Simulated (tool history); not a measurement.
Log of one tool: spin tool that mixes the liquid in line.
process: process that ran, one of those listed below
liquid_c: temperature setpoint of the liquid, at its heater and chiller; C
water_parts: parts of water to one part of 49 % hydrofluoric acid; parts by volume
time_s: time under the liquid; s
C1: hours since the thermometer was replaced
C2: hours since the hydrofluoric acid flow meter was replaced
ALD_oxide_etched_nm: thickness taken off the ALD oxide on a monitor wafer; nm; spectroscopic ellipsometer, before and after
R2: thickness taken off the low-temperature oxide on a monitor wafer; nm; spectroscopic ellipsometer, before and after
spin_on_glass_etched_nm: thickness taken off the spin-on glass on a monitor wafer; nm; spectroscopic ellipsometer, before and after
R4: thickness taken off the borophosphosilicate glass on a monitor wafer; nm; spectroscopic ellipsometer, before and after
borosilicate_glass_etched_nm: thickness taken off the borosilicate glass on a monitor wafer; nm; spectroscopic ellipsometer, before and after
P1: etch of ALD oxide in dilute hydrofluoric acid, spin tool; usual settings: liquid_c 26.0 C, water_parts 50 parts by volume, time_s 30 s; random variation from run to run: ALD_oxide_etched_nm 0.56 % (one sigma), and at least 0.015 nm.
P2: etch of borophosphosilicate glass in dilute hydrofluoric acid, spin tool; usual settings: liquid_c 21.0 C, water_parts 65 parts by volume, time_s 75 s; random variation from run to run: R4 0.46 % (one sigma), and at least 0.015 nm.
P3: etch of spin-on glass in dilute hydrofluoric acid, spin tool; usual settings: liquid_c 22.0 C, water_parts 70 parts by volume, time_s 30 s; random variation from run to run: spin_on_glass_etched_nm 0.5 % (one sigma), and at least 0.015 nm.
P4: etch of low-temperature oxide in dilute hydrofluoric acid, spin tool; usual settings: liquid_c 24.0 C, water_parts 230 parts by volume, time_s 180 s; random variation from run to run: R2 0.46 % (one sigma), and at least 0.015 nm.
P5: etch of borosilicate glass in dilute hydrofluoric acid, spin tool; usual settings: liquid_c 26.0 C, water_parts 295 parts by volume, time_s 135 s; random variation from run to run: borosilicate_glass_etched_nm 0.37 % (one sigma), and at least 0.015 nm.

{"run": 1, "day": 0.404, "process": "P1", "liquid_c": 26.0, "water_parts": 50, "time_s": 30, "C1": 783.8, "C2": 320.8, "ALD_oxide_etched_nm": 9.5923}
{"run": 2, "day": 1.012, "process": "P4", "liquid_c": 24.0, "water_parts": 230, "time_s": 25, "C1": 798.4, "C2": 335.4, "R2": 3.4067}
{"run": 3, "day": 1.708, "process": "P4", "liquid_c": 19.0, "water_parts": 230, "time_s": 180, "C1": 815.1, "C2": 352.1, "R2": 20.558}
{"run": 4, "day": 2.242, "process": "P1", "liquid_c": 26.0, "water_parts": 50, "time_s": 30, "C1": 827.9, "C2": 364.9, "ALD_oxide_etched_nm": 9.5167}
{"run": 5, "day": 2.733, "process": "P1", "liquid_c": 18.5, "water_parts": 85, "time_s": 30, "C1": 839.7, "C2": 376.7, "ALD_oxide_etched_nm": 3.9984}
{"run": 6, "day": 3.133, "process": "P3", "liquid_c": 22.0, "water_parts": 70, "time_s": 30, "C1": 849.3, "C2": 386.3, "spin_on_glass_etched_nm": 14.13}
{"run": 7, "day": 3.779, "process": "P1", "liquid_c": 26.0, "water_parts": 80, "time_s": 30, "C1": 864.8, "C2": 401.8, "ALD_oxide_etched_nm": 5.775}
{"run": 8, "day": 4.133, "process": "P1", "liquid_c": 26.0, "water_parts": 50, "time_s": 60, "C1": 873.3, "C2": 410.3, "ALD_oxide_etched_nm": 19.268}
{"run": 9, "day": 4.879, "process": "P2", "liquid_c": 21.0, "water_parts": 65, "time_s": 75, "C1": 891.2, "C2": 428.2, "R4": 37.836}
{"run": 10, "day": 5.358, "process": "P2", "liquid_c": 17.0, "water_parts": 65, "time_s": 75, "C1": 902.7, "C2": 439.7, "R4": 31.721}
{"run": 11, "day": 5.779, "process": "P5", "liquid_c": 26.0, "water_parts": 510, "time_s": 135, "C1": 912.8, "C2": 449.8, "borosilicate_glass_etched_nm": 4.513}
{"run": 12, "day": 6.138, "process": "P3", "liquid_c": 29.5, "water_parts": 70, "time_s": 30, "C1": 921.4, "C2": 458.4, "spin_on_glass_etched_nm": 19.118}
{"run": 13, "day": 6.879, "process": "P1", "liquid_c": 18.5, "water_parts": 50, "time_s": 30, "C1": 939.2, "C2": 476.2, "ALD_oxide_etched_nm": 6.9746}
{"run": 14, "day": 7.567, "process": "P1", "liquid_c": 26.0, "water_parts": 50, "time_s": 15, "C1": 955.7, "C2": 492.7, "ALD_oxide_etched_nm": 4.8265}
{"run": 15, "day": 7.921, "process": "P1", "liquid_c": 26.0, "water_parts": 20, "time_s": 30, "C1": 964.2, "C2": 501.2, "ALD_oxide_etched_nm": 24.933}
{"day": 8.025, "done": "hydrofluoric acid flow meter replaced"}
{"run": 16, "day": 8.308, "process": "P2", "liquid_c": 21.0, "water_parts": 65, "time_s": 75, "C1": 973.5, "C2": 6.8, "R4": 37.978}
{"run": 17, "day": 8.825, "process": "P1", "liquid_c": 30.0, "water_parts": 50, "time_s": 30, "C1": 985.9, "C2": 19.2, "ALD_oxide_etched_nm": 11.252}
{"run": 18, "day": 9.242, "process": "P3", "liquid_c": 22.0, "water_parts": 20, "time_s": 30, "C1": 995.9, "C2": 29.2, "spin_on_glass_etched_nm": 52.549}
{"run": 19, "day": 9.971, "process": "P1", "liquid_c": 26.0, "water_parts": 50, "time_s": 30, "C1": 1013.4, "C2": 46.7, "ALD_oxide_etched_nm": 9.5898}
{"run": 20, "day": 10.742, "process": "P5", "liquid_c": 26.0, "water_parts": 295, "time_s": 20, "C1": 1031.9, "C2": 65.2, "borosilicate_glass_etched_nm": 1.3967}
{"run": 21, "day": 11.475, "process": "P1", "liquid_c": 26.0, "water_parts": 50, "time_s": 30, "C1": 1049.5, "C2": 82.8, "ALD_oxide_etched_nm": 9.5738}
{"run": 22, "day": 12.225, "process": "P5", "liquid_c": 26.0, "water_parts": 295, "time_s": 135, "C1": 1067.5, "C2": 100.8, "borosilicate_glass_etched_nm": 9.4901}
{"run": 23, "day": 12.896, "process": "P1", "liquid_c": 26.0, "water_parts": 25, "time_s": 15, "C1": 1083.6, "C2": 116.9, "ALD_oxide_etched_nm": 9.9074}
{"run": 24, "day": 13.6, "process": "P3", "liquid_c": 22.0, "water_parts": 70, "time_s": 30, "C1": 1100.5, "C2": 133.8, "spin_on_glass_etched_nm": 14.15}
{"run": 25, "day": 13.979, "process": "P3", "liquid_c": 22.0, "water_parts": 70, "time_s": 50, "C1": 1109.6, "C2": 142.9, "spin_on_glass_etched_nm": 23.641}
{"run": 26, "day": 14.367, "process": "P4", "liquid_c": 24.0, "water_parts": 230, "time_s": 180, "C1": 1118.9, "C2": 152.2, "R2": 24.392}
{"run": 27, "day": 15.008, "process": "P2", "liquid_c": 21.0, "water_parts": 65, "time_s": 130, "C1": 1134.3, "C2": 167.6, "R4": 65.573}
{"run": 28, "day": 15.65, "process": "P5", "liquid_c": 26.0, "water_parts": 295, "time_s": 135, "C1": 1149.7, "C2": 183.0, "borosilicate_glass_etched_nm": 9.4724}
{"day": 15.721, "done": "thermometer replaced"}
{"run": 29, "day": 16.446, "process": "P4", "liquid_c": 24.0, "water_parts": 75, "time_s": 180, "C1": 17.5, "C2": 202.1, "R2": 89.439}
{"run": 30, "day": 16.929, "process": "P1", "liquid_c": 26.0, "water_parts": 70, "time_s": 15, "C1": 29.1, "C2": 213.7, "ALD_oxide_etched_nm": 3.3151}
{"run": 31, "day": 17.6, "process": "P5", "liquid_c": 32.5, "water_parts": 295, "time_s": 135, "C1": 45.2, "C2": 229.8, "borosilicate_glass_etched_nm": 11.75}
{"run": 32, "day": 18.079, "process": "P2", "liquid_c": 21.0, "water_parts": 20, "time_s": 75, "C1": 56.7, "C2": 241.3, "R4": 130.45}
{"run": 33, "day": 18.812, "process": "P1", "liquid_c": 26.0, "water_parts": 50, "time_s": 30, "C1": 74.3, "C2": 258.9, "ALD_oxide_etched_nm": 9.6227}
{"run": 34, "day": 19.3, "process": "P1", "liquid_c": 26.0, "water_parts": 50, "time_s": 30, "C1": 86.0, "C2": 270.6, "ALD_oxide_etched_nm": 9.4044}
{"run": 35, "day": 20.058, "process": "P1", "liquid_c": 26.0, "water_parts": 50, "time_s": 30, "C1": 104.2, "C2": 288.8, "ALD_oxide_etched_nm": 9.1197}
{"run": 36, "day": 20.625, "process": "P1", "liquid_c": 26.0, "water_parts": 50, "time_s": 30, "C1": 117.8, "C2": 302.4, "ALD_oxide_etched_nm": 9.1094}
{"run": 37, "day": 20.992, "process": "P1", "liquid_c": 26.0, "water_parts": 50, "time_s": 30, "C1": 126.6, "C2": 311.2, "ALD_oxide_etched_nm": 9.122}
{"run": 38, "day": 21.658, "process": "P1", "liquid_c": 26.0, "water_parts": 50, "time_s": 30, "C1": 142.6, "C2": 327.2, "ALD_oxide_etched_nm": 9.0943}
{"run": 39, "day": 22.3, "process": "P1", "liquid_c": 26.0, "water_parts": 50, "time_s": 30, "C1": 158.0, "C2": 342.6, "ALD_oxide_etched_nm": 9.1013}

What P1 gives has crept away from where it was. These 2 causes fit the log equally well, each at the size given:
A: hydrofluoric acid flow below the setpoint (%) = 5.22
B: liquid colder than its thermometer reads (K) = 1.42
The creep began at about day 18.812.

4 check runs are offered, each on 2 wafers whose results are averaged, their results left as question marks. Which one tells the causes apart?
{"run": "check 1", "day": 22.942, "process": "P5", "liquid_c": 26.0, "water_parts": 485, "time_s": 135, "borosilicate_glass_etched_nm": "?"}
{"run": "check 2", "day": 22.942, "process": "P4", "liquid_c": 24.0, "water_parts": 100, "time_s": 50, "R2": "?"}
{"run": "check 3", "day": 22.942, "process": "P2", "liquid_c": 17.0, "water_parts": 40, "time_s": 75, "R4": "?"}
{"run": "check 4", "day": 22.942, "process": "P3", "liquid_c": 29.0, "water_parts": 70, "time_s": 50, "spin_on_glass_etched_nm": "?"}

What each check would give under each cause:
check=check_1 result=borosilicate_glass_etched_nm if_A=4.4714 if_B=4.6205
check=check_2 result=R2 if_A=17.0530 if_B=17.1170
check=check_3 result=R4 if_A=50.504 if_B=50.177
check=check_4 result=spin_on_glass_etched_nm if_A=29.411 if_B=29.523
How far apart the two closest causes lie, in the result that separates them most: check 1 3.28 %; check 2 0.38 %; check 3 0.65 %; check 4 0.38 %
Check 1 tells the causes apart: in the others they would give nearly the same result.

Check 1 was then run and gave: borosilicate_glass_etched_nm 4.6310 nm. Which cause is it?

It is B: liquid colder than its thermometer reads (K).
